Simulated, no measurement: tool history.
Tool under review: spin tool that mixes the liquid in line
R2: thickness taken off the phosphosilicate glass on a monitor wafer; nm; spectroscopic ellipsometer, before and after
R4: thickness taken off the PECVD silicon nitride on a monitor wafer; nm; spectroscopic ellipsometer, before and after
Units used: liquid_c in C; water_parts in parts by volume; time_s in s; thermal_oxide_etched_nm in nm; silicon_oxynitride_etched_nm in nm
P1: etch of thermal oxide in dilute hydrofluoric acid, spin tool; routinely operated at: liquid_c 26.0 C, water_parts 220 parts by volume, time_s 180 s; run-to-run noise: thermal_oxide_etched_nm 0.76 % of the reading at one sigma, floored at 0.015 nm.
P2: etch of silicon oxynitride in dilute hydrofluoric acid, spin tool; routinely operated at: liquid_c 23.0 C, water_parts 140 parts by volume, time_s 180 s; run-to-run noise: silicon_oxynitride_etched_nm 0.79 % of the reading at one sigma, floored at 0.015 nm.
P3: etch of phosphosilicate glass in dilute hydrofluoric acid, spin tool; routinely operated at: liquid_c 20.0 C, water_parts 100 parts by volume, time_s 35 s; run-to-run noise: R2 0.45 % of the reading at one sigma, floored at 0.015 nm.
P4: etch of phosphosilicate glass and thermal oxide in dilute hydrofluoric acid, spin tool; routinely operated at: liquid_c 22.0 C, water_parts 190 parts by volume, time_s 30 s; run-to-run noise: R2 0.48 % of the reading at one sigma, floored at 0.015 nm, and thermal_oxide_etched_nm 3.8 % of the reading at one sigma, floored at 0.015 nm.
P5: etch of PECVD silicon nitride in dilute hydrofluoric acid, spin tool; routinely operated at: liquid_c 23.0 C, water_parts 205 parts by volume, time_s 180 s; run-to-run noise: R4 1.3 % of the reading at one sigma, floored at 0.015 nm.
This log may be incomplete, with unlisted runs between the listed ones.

{"run": 1, "day": 0.117, "process": "P1", "liquid_c": 26.0, "water_parts": 220, "time_s": 180, "thermal_oxide_etched_nm": 3.621}
{"run": 2, "day": 0.325, "process": "P3", "liquid_c": 27.5, "water_parts": 100, "time_s": 35, "R2": 24.365}
{"run": 3, "day": 0.467, "process": "P1", "liquid_c": 26.0, "water_parts": 220, "time_s": 180, "thermal_oxide_etched_nm": 3.5562}
{"run": 4, "day": 0.604, "process": "P4", "liquid_c": 22.0, "water_parts": 265, "time_s": 30, "thermal_oxide_etched_nm": 0.42796, "R2": 5.3404}
{"run": 5, "day": 0.708, "process": "P4", "liquid_c": 22.0, "water_parts": 190, "time_s": 30, "thermal_oxide_etched_nm": 0.6162, "R2": 7.9775}
{"run": 6, "day": 0.862, "process": "P1", "liquid_c": 26.0, "water_parts": 220, "time_s": 180, "thermal_oxide_etched_nm": 3.5984}
{"run": 7, "day": 1.042, "process": "P1", "liquid_c": 26.0, "water_parts": 100, "time_s": 180, "thermal_oxide_etched_nm": 9.2096}
{"run": 8, "day": 1.225, "process": "P1", "liquid_c": 21.0, "water_parts": 220, "time_s": 90, "thermal_oxide_etched_nm": 1.5124}
{"run": 9, "day": 1.333, "process": "P2", "liquid_c": 23.0, "water_parts": 140, "time_s": 180, "silicon_oxynitride_etched_nm": 2.7835}
{"run": 10, "day": 1.538, "process": "P5", "liquid_c": 30.0, "water_parts": 205, "time_s": 180, "R4": 2.9917}
{"run": 11, "day": 1.662, "process": "P2", "liquid_c": 23.0, "water_parts": 140, "time_s": 30, "silicon_oxynitride_etched_nm": 0.47499}
{"day": 1.688, "done": "thermometer replaced"}
{"run": 12, "day": 1.812, "process": "P3", "liquid_c": 20.0, "water_parts": 175, "time_s": 35, "R2": 9.6179}
{"run": 13, "day": 1.979, "process": "P1", "liquid_c": 34.0, "water_parts": 220, "time_s": 180, "thermal_oxide_etched_nm": 4.6976}
{"run": 14, "day": 2.108, "process": "P1", "liquid_c": 26.0, "water_parts": 220, "time_s": 270, "thermal_oxide_etched_nm": 5.3561}
{"run": 15, "day": 2.258, "process": "P3", "liquid_c": 20.0, "water_parts": 100, "time_s": 15, "R2": 7.7459}
{"run": 16, "day": 2.429, "process": "P2", "liquid_c": 31.0, "water_parts": 140, "time_s": 180, "silicon_oxynitride_etched_nm": 4.0312}
{"run": 17, "day": 2.571, "process": "P5", "liquid_c": 23.0, "water_parts": 205, "time_s": 290, "R4": 3.0784}
{"run": 18, "day": 2.758, "process": "P4", "liquid_c": 17.0, "water_parts": 190, "time_s": 30, "thermal_oxide_etched_nm": 0.47904, "R2": 6.6132}
{"run": 19, "day": 2.871, "process": "P4", "liquid_c": 22.0, "water_parts": 190, "time_s": 15, "thermal_oxide_etched_nm": 0.30557, "R2": 3.99}
{"run": 20, "day": 3.004, "process": "P5", "liquid_c": 23.0, "water_parts": 305, "time_s": 180, "R4": 1.32}
{"run": 21, "day": 3.208, "process": "P1", "liquid_c": 26.0, "water_parts": 340, "time_s": 180, "thermal_oxide_etched_nm": 2.0565}
{"run": 22, "day": 3.371, "process": "P3", "liquid_c": 20.0, "water_parts": 100, "time_s": 35, "R2": 18.126}
{"run": 23, "day": 3.567, "process": "P5", "liquid_c": 23.0, "water_parts": 205, "time_s": 180, "R4": 1.9089}
{"run": 24, "day": 3.729, "process": "P1", "liquid_c": 26.0, "water_parts": 220, "time_s": 180, "thermal_oxide_etched_nm": 3.5861}
{"run": 25, "day": 3.892, "process": "P1", "liquid_c": 26.0, "water_parts": 220, "time_s": 80, "thermal_oxide_etched_nm": 1.5748}
{"run": 26, "day": 4.058, "process": "P2", "liquid_c": 23.0, "water_parts": 140, "time_s": 180, "silicon_oxynitride_etched_nm": 2.7664}
{"run": 27, "day": 4.196, "process": "P1", "liquid_c": 20.5, "water_parts": 220, "time_s": 15, "thermal_oxide_etched_nm": 0.22497}
{"run": 28, "day": 4.362, "process": "P2", "liquid_c": 23.0, "water_parts": 260, "time_s": 180, "silicon_oxynitride_etched_nm": 1.4008}
{"run": 29, "day": 4.525, "process": "P1", "liquid_c": 22.5, "water_parts": 220, "time_s": 180, "thermal_oxide_etched_nm": 3.17}
{"run": 30, "day": 4.671, "process": "P1", "liquid_c": 26.0, "water_parts": 220, "time_s": 180, "thermal_oxide_etched_nm": 3.5502}
{"run": 31, "day": 4.867, "process": "P1", "liquid_c": 26.0, "water_parts": 220, "time_s": 180, "thermal_oxide_etched_nm": 3.4219}
{"run": 32, "day": 5.075, "process": "P1", "liquid_c": 26.0, "water_parts": 220, "time_s": 180, "thermal_oxide_etched_nm": 3.3544}
{"run": 33, "day": 5.283, "process": "P1", "liquid_c": 26.0, "water_parts": 220, "time_s": 180, "thermal_oxide_etched_nm": 3.3867}
{"run": 34, "day": 5.458, "process": "P1", "liquid_c": 26.0, "water_parts": 220, "time_s": 180, "thermal_oxide_etched_nm": 3.3952}
{"run": 35, "day": 5.571, "process": "P1", "liquid_c": 26.0, "water_parts": 220, "time_s": 180, "thermal_oxide_etched_nm": 3.3314}
{"run": 36, "day": 5.692, "process": "P1", "liquid_c": 26.0, "water_parts": 220, "time_s": 180, "thermal_oxide_etched_nm": 3.3381}

What P1 gives has crept off from where it sat before. The 2 causes that follow fit the log equally well, each at the size noted:
A: liquid colder than its thermometer reads (K) = 1.99
B: hydrofluoric acid flow below the setpoint (%) = 5.58
The drift started at roughly day 4.671.

The list below offers 4 check runs, each averaging the results of 2 wafers, and shows each result as a question mark. For which of them would the listed causes give clearly different results?
{"run": "check 1", "day": 5.812, "process": "P2", "liquid_c": 23.0, "water_parts": 250, "time_s": 95, "silicon_oxynitride_etched_nm": "?"}
{"run": "check 2", "day": 5.812, "process": "P3", "liquid_c": 27.5, "water_parts": 155, "time_s": 35, "R2": "?"}
{"run": "check 3", "day": 5.812, "process": "P4", "liquid_c": 18.5, "water_parts": 190, "time_s": 15, "thermal_oxide_etched_nm": "?", "R2": "?"}
{"run": "check 4", "day": 5.812, "process": "P5", "liquid_c": 23.0, "water_parts": 205, "time_s": 280, "R4": "?"}

If the cause were each of the candidates in turn, the checks would give the following:
check=check_1 result=silicon_oxynitride_etched_nm if_A=0.69565 if_B=0.71028
check=check_2 result=R2 if_A=13.6310 if_B=13.7030
check=check_3 result=thermal_oxide_etched_nm if_A=0.24759 if_B=0.25039
check=check_3 result=R2 if_A=3.2227 if_B=3.2591
check=check_4 result=R4 if_A=2.6202 if_B=2.8141
Minimum pairwise separation of causes per check, each pair taken at its best-separating result: check 1 2.08 %; check 2 0.53 %; check 3 1.13 %; check 4 7.14 %
Only in check 4 would the causes give clearly different results; in the remaining checks their results would be nearly the same.

Check 4 was carried out, with these results: R4 2.7702 nm. Which of the listed causes is responsible?

The correct cause is B, namely: hydrofluoric acid flow below the setpoint (%).

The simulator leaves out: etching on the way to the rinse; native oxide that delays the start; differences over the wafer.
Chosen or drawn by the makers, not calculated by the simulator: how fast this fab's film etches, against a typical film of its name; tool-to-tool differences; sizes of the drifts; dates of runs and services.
